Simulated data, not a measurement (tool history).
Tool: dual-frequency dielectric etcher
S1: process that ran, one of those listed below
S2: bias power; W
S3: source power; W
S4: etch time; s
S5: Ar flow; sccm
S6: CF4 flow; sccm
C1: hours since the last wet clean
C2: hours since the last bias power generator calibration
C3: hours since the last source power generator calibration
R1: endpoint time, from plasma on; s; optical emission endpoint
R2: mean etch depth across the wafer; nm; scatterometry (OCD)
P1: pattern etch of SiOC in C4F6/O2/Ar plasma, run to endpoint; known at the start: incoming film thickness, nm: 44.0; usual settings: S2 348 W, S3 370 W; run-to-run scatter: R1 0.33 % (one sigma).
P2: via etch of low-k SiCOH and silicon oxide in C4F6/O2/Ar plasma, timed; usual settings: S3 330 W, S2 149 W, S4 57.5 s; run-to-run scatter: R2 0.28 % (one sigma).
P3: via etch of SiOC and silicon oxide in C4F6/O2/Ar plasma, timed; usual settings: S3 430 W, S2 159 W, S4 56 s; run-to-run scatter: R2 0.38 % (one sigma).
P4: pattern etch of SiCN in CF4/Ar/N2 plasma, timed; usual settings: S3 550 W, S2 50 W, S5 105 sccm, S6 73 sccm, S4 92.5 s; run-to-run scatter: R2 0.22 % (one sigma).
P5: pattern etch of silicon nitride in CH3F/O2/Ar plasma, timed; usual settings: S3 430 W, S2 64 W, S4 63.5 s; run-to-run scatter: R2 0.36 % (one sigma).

run,hour,S1,S2,S3,S4,S5,S6,C1,C2,C3,R1,R2
1,10.3,P1,348,370,,,,270.8,295.4,344.8,17.202,
2,20.6,P1,348,470,,,,281.1,305.7,355.1,15.742,
3,37,P1,348,370,,,,297.5,322.1,371.5,17.105,
4,46.3,P5,52,430,63.5,,,306.8,331.4,380.8,,40.893
5,62.6,P1,348,370,,,,323.1,347.7,397.1,17.192,
6,74,P4,50,550,92.5,105,46,334.5,359.1,408.5,,80.624
7,82.7,P1,449,370,,,,343.2,367.8,417.2,15.641,
8,98.1,P4,50,380,92.5,105,73,358.6,383.2,432.6,,62.959
9,107.4,P4,50,550,92.5,105,73,367.9,392.5,441.9,,87.309
10,122.1,P2,149,330,39.5,,,382.6,407.2,456.6,,94.209
11,135.4,P1,348,370,,,,395.9,420.5,469.9,17.143,
12,146,P1,283,270,,,,406.5,431.1,480.5,20.781,
13,157.5,P1,237,500,,,,418,442.6,492,17.396,
14,171.2,P2,149,230,57.5,,,431.7,456.3,505.7,,119.05
# hour 173.6: wet clean of the chamber
15,184.9,P1,221,370,,,,11.4,470,519.4,20.048,
16,198.6,P5,64,590,63.5,,,25.1,483.7,533.1,,49.618
17,212.9,P2,149,330,57.5,,,39.4,498,547.4,,137.46
18,226.7,P3,159,570,56,,,53.2,511.8,561.2,,70.949
19,237.1,P4,50,550,92.5,79,73,63.6,522.2,571.6,,91.611
20,251.7,P3,97,430,56,,,78.2,536.8,586.2,,55.218
21,267.6,P5,64,430,44,,,94.1,552.7,602.1,,30.252
22,284.2,P5,64,430,63.5,,,110.7,569.3,618.7,,44.044
23,294.4,P4,50,550,118.5,105,73,120.9,579.5,628.9,,112.17
24,310.4,P3,159,430,41,,,136.9,595.5,644.9,,46.967
25,320.6,P1,348,370,,,,147.1,605.7,655.1,17.169,
26,328,P5,64,430,63.5,,,154.5,613.1,662.5,,43.886
27,336.5,P3,159,430,56,,,163,621.6,671,,64.479
28,347.8,P1,348,370,,,,174.3,632.9,682.3,17.203,
29,355.2,P1,348,260,,,,181.7,640.3,689.7,19.45,
30,371.1,P3,159,430,56,,,197.6,656.2,705.6,,64.269
31,381,P2,204,330,57.5,,,207.5,666.1,715.5,,151.37
32,397.6,P4,70,550,92.5,105,73,224.1,682.7,732.1,,97.696
33,413.9,P1,348,370,,,,240.4,699,748.4,17.246,
34,422.7,P1,348,370,,,,249.2,707.8,757.2,17.299,
35,432.2,P1,348,370,,,,258.7,717.3,766.7,17.363,
36,447,P1,348,370,,,,273.5,732.1,781.5,17.453,
37,456.9,P1,348,370,,,,283.4,742,791.4,17.37,
38,466.3,P1,348,370,,,,292.8,751.4,800.8,17.51,
39,480.3,P1,348,370,,,,306.8,765.4,814.8,17.472,
# hour 483.5: wet clean of the chamber
40,493.8,P1,348,370,,,,10.4,778.9,828.3,17.423,
41,503.1,P1,348,370,,,,19.7,788.2,837.6,17.527,
42,510.7,P1,348,370,,,,27.3,795.8,845.2,17.522,

What P1 gives has crept away from where it was. These 2 causes fit the log equally well, each at the size given:
A: bias power that arrives under what is set, % = 4.52
B: source power that arrives under what is set, % = 4.26
The creep began at about hour 413.9.
Why every other cause is out:
chamber walls in a state that lowers the etch rate, %: serviced at hour 483.5, which brought nothing back

4 check runs are offered, one wafer each, their results left as question marks. Which one tells the causes apart?
check 1,518.3,P3,159,430,56,,,,,,,?
check 2,518.3,P4,50,550,92.5,105,73,,,,,?
check 3,518.3,P5,64,430,63.5,,,,,,,?
check 4,518.3,P2,149,330,57.5,,,,,,,?

What each check would give under each cause:
check,result,if A,if B
check 1,R2,63.172,63.004
check 2,R2,86.226,84.158
check 3,R2,43.262,43.201
check 4,R2,135.77,135.38
How far apart the two closest causes lie, in the result that separates them most: check 1 0.27 %; check 2 2.43 %; check 3 0.14 %; check 4 0.29 %
Check 2 tells the causes apart: in the others they would give nearly the same result.

Then check 2 was run and gave: R2 86.507 nm. Which cause is it?

It is A: bias power that arrives under what is set, %.

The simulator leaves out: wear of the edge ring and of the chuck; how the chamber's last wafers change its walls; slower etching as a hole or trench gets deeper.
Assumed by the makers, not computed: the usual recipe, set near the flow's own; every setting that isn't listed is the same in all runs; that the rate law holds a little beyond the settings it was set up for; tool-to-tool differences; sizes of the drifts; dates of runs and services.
